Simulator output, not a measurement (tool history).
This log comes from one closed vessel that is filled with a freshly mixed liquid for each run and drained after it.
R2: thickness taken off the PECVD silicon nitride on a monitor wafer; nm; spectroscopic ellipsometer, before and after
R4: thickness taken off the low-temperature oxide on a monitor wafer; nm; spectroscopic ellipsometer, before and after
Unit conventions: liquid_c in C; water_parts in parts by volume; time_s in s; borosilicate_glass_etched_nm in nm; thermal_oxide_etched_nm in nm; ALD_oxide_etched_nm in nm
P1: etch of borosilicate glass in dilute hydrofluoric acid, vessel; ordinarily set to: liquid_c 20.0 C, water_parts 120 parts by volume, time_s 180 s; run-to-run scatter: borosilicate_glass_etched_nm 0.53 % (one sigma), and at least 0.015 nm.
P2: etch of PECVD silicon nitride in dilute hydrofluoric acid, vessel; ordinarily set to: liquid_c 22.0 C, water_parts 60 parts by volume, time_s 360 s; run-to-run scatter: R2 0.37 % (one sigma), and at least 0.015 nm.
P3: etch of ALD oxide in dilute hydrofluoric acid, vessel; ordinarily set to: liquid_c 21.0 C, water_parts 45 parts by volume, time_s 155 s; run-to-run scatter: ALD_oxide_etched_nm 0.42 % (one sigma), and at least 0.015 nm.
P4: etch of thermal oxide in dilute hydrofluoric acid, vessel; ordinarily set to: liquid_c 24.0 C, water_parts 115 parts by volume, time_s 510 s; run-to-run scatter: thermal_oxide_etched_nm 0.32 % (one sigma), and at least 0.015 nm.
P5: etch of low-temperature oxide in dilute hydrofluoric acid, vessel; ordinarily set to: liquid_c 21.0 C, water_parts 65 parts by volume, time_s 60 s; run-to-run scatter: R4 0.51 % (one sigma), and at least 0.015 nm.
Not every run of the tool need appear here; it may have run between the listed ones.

run 1 hour=3.5 | process=P1 liquid_c=20.0 water_parts=120 time_s=180 | borosilicate_glass_etched_nm=38.7640
run 2 hour=7.2 | process=P1 liquid_c=20.0 water_parts=120 time_s=180 | borosilicate_glass_etched_nm=39.1080
run 3 hour=11.1 | process=P1 liquid_c=24.0 water_parts=120 time_s=180 | borosilicate_glass_etched_nm=45.0020
run 4 hour=14.7 | process=P2 liquid_c=22.0 water_parts=20 time_s=360 | R2=85.274
run 5 hour=18.8 | process=P4 liquid_c=32.0 water_parts=115 time_s=510 | thermal_oxide_etched_nm=28.498
run 6 hour=21.3 | process=P1 liquid_c=17.0 water_parts=75 time_s=180 | borosilicate_glass_etched_nm=57.7260
run 7 hour=23.4 | process=P1 liquid_c=20.0 water_parts=195 time_s=315 | borosilicate_glass_etched_nm=38.3930
run 8 hour=26.0 | process=P1 liquid_c=20.0 water_parts=220 time_s=180 | borosilicate_glass_etched_nm=19.0820
run 9 hour=28.7 | process=P2 liquid_c=22.0 water_parts=60 time_s=360 | R2=28.999
run 10 hour=32.2 | process=P5 liquid_c=17.0 water_parts=65 time_s=60 | R4=11.487
run 11 hour=34.7 | process=P1 liquid_c=20.0 water_parts=120 time_s=360 | borosilicate_glass_etched_nm=77.6930
run 12 hour=36.7 | process=P1 liquid_c=20.0 water_parts=50 time_s=180 | borosilicate_glass_etched_nm=99.7300
run 13 hour=39.9 | process=P4 liquid_c=24.0 water_parts=115 time_s=510 | thermal_oxide_etched_nm=21.117
run 14 hour=43.1 | process=P2 liquid_c=17.0 water_parts=60 time_s=360 | R2=20.677
run 15 hour=46.6 | process=P3 liquid_c=21.0 water_parts=20 time_s=155 | ALD_oxide_etched_nm=72.494
run 16 hour=49.2 | process=P1 liquid_c=20.0 water_parts=120 time_s=30 | borosilicate_glass_etched_nm=6.4238
run 17 hour=51.2 | process=P1 liquid_c=20.0 water_parts=120 time_s=180 | borosilicate_glass_etched_nm=39.0310
run 18 hour=54.2 | process=P1 liquid_c=17.0 water_parts=120 time_s=180 | borosilicate_glass_etched_nm=34.0490
run 19 hour=56.3 | process=P4 liquid_c=24.0 water_parts=115 time_s=510 | thermal_oxide_etched_nm=21.115
run 20 hour=59.5 | process=P1 liquid_c=20.0 water_parts=120 time_s=180 | borosilicate_glass_etched_nm=38.7910
run 21 hour=62.1 | process=P3 liquid_c=21.0 water_parts=45 time_s=155 | ALD_oxide_etched_nm=31.415
run 22 hour=65.6 | process=P4 liquid_c=24.0 water_parts=20 time_s=510 | thermal_oxide_etched_nm=137.640
run 23 hour=68.5 | process=P2 liquid_c=22.0 water_parts=60 time_s=580 | R2=47.202
run 24 hour=70.5 | process=P5 liquid_c=21.0 water_parts=65 time_s=60 | R4=13.692
run 25 hour=74.9 | process=P4 liquid_c=24.0 water_parts=115 time_s=770 | thermal_oxide_etched_nm=31.903
run 26 hour=79.2 | process=P3 liquid_c=26.5 water_parts=45 time_s=155 | ALD_oxide_etched_nm=39.524
run 27 hour=81.5 | process=P3 liquid_c=21.0 water_parts=45 time_s=300 | ALD_oxide_etched_nm=61.177
run 28 hour=83.9 | process=P1 liquid_c=20.0 water_parts=120 time_s=180 | borosilicate_glass_etched_nm=38.9680
run 29 hour=86.9 | process=P1 liquid_c=20.0 water_parts=120 time_s=180 | borosilicate_glass_etched_nm=38.7720
run 30 hour=89.8 | process=P1 liquid_c=24.0 water_parts=120 time_s=345 | borosilicate_glass_etched_nm=87.2960
run 31 hour=93.7 | process=P5 liquid_c=21.0 water_parts=40 time_s=60 | R4=23.045
run 32 hour=97.4 | process=P5 liquid_c=21.0 water_parts=65 time_s=90 | R4=20.620
run 33 hour=100.9 | process=P1 liquid_c=20.0 water_parts=120 time_s=180 | borosilicate_glass_etched_nm=38.8810
run 34 hour=104.7 | process=P1 liquid_c=20.0 water_parts=120 time_s=180 | borosilicate_glass_etched_nm=40.0560
run 35 hour=107.9 | process=P1 liquid_c=20.0 water_parts=120 time_s=180 | borosilicate_glass_etched_nm=40.8040
run 36 hour=109.9 | process=P1 liquid_c=20.0 water_parts=120 time_s=180 | borosilicate_glass_etched_nm=41.4720
run 37 hour=114.0 | process=P1 liquid_c=20.0 water_parts=120 time_s=180 | borosilicate_glass_etched_nm=42.1130
run 38 hour=118.4 | process=P1 liquid_c=20.0 water_parts=120 time_s=180 | borosilicate_glass_etched_nm=41.7700
run 39 hour=122.1 | process=P1 liquid_c=20.0 water_parts=120 time_s=180 | borosilicate_glass_etched_nm=42.1550

The output of P1 has drifted from where it used to be. Each of the 2 causes below, taken at the size shown beside it, accounts for the log equally well:
A: hydrofluoric acid flow above the setpoint (%) = 7.71
B: liquid hotter than its thermometer reads (K) = 2.09
Onset of the creep was near hour 100.9.

4 check runs are offered, one wafer each, their results left as question marks. Which one tells the causes apart?
run check 1 hour=125.8 | process=P2 liquid_c=22.0 water_parts=60 time_s=360 | R2=?
run check 2 hour=125.8 | process=P4 liquid_c=24.0 water_parts=115 time_s=510 | thermal_oxide_etched_nm=?
run check 3 hour=125.8 | process=P3 liquid_c=21.0 water_parts=45 time_s=155 | ALD_oxide_etched_nm=?
run check 4 hour=125.8 | process=P5 liquid_c=21.0 water_parts=65 time_s=60 | R4=?

Check results expected under each cause:
check=check_1 result=R2 if_A=31.414 if_B=33.651
check=check_2 result=thermal_oxide_etched_nm if_A=22.942 if_B=22.871
check=check_3 result=ALD_oxide_etched_nm if_A=34.069 if_B=34.393
check=check_4 result=R4 if_A=14.879 if_B=14.977
Smallest distance between any two causes, each pair judged by its most separating result, in per cent: check 1 6.88 %; check 2 0.31 %; check 3 0.94 %; check 4 0.65 %
Check 1 distinguishes between the causes, while the remaining checks would return nearly the same result for all of them.

Then check 1 was run and gave: R2 31.404 nm. Which cause is it?

A is the cause: hydrofluoric acid flow above the setpoint (%).
